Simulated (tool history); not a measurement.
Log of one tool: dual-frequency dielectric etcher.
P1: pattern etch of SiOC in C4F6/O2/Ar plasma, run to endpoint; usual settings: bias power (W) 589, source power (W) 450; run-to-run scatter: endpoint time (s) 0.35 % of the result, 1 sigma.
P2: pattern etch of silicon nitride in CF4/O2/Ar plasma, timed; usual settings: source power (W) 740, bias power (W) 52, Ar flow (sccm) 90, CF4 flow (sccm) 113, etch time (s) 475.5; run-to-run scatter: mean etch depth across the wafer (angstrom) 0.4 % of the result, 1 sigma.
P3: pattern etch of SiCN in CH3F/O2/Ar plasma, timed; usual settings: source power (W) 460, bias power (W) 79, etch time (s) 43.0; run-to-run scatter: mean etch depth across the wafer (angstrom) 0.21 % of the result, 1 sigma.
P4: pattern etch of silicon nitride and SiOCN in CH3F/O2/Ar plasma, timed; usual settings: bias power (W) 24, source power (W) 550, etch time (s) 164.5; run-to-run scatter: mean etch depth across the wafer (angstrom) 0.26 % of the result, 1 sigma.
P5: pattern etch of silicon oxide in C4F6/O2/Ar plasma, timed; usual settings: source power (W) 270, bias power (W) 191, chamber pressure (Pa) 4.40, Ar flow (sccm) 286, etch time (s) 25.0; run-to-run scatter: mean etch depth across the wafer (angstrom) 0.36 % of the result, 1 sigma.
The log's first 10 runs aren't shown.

run	hour	process that ran	bias power (W)	source power (W)	Ar flow (sccm)	CF4 flow (sccm)	etch time (s)	chamber pressure (Pa)	hours since the last wet clean	hours since the last bias power generator calibration	hours since the last source power generator calibration	endpoint time (s)	mean etch depth across the wafer (angstrom)
11	68.7	P2	52	740	113	113	475.5		370.0	1357.0	2166.4		13208.00
12	74.6	P1	589	450					375.9	1362.9	2172.3	12.458	
13	80.6	P3	79	460			43.0		381.9	1368.9	2178.3		176.52
14	87.0	P3	79	460			43.0		388.3	1375.3	2184.7		176.69
15	94.7	P5	191	170	286		25.0	4.40	396.0	1383.0	2192.4		560.41
16	99.1	P2	52	740	90	140	475.5		400.4	1387.4	2196.8		13957.00
17	106.4	P2	52	740	90	113	475.5		407.7	1394.7	2204.1		13567.00
18	113.0	P4	15	550			164.5		414.3	1401.3	2210.7		210.30
19	117.1	P5	191	270	365		25.0	4.40	418.4	1405.4	2214.8		653.46
20	124.5	P3	79	460			27.0		425.8	1412.8	2222.2		110.95
21	132.0	P1	814	360					433.3	1420.3	2229.7	11.991	
22	136.4	P1	589	540					437.7	1424.7	2234.1	11.683	
23	143.7	P1	589	450					445.0	1432.0	2241.4	12.494	
24	148.1	P4	24	670			164.5		449.4	1436.4	2245.8		275.08
25	154.9	P1	589	450					456.2	1443.2	2252.6	12.565	
26	161.3	P1	809	450					462.6	1449.6	2259.0	11.052	
27	167.3	P2	52	740	90	113	661.0		468.6	1455.6	2265.0		19012.00
28	173.9	P1	589	450					475.2	1462.2	2271.6	12.588	
29	178.7	P3	79	270			43.0		480.0	1467.0	2276.4		144.37
# hour 181.4: bias power generator calibrated
30	182.2	P1	589	450					483.5	0.8	2279.9	12.617	

Run 31 comes next. What will it give?
31	189.4	P5	191	270	286		25.0	4.40	490.7	8.0	2287.1		?

Run 31 gave mean etch depth across the wafer (angstrom) 676.73.

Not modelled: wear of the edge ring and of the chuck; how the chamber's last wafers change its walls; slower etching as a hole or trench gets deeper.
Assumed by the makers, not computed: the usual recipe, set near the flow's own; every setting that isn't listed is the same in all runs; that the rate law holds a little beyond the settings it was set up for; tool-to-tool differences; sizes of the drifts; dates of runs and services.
